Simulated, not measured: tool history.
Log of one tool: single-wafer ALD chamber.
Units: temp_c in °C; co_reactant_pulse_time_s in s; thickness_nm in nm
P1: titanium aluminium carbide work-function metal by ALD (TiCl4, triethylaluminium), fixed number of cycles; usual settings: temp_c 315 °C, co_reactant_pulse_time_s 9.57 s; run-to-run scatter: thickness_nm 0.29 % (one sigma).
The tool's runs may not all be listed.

run	hour	temp_c	co_reactant_pulse_time_s	hours since the last thermocouple change	hours since the last triethylaluminium bottle change	thickness_nm
1	11.4	315	9.57	424.6	860.4	2.0574
2	17.4	315	3.57	430.6	866.4	1.515
3	27.6	315	9.57	440.8	876.6	2.056
4	40.1	315	9.57	453.3	889.1	2.0687
5	49	335	9.57	462.2	898	2.2255
6	57	290	9.57	470.2	906	1.8429
7	68.9	315	14.34	482.1	917.9	2.133
8	80.7	315	9.57	493.9	929.7	2.0681
9	90.1	315	9.57	503.3	939.1	2.0566
10	97.3	315	9.57	510.5	946.3	2.0604
11	102.7	332	6.07	515.9	951.7	2.0012
12	113.2	315	9.57	526.4	962.2	2.0605
13	122	315	9.57	535.2	971	2.043
14	132.8	315	9.57	546	981.8	2.021
15	138.9	315	9.57	552.1	987.9	2.0442
16	147	315	9.57	560.2	996	2.0404

Forecast run 17:
17	152.8	315	9.57	566	1001.8	?

Run 17 gave thickness_nm 2.0368 nm.
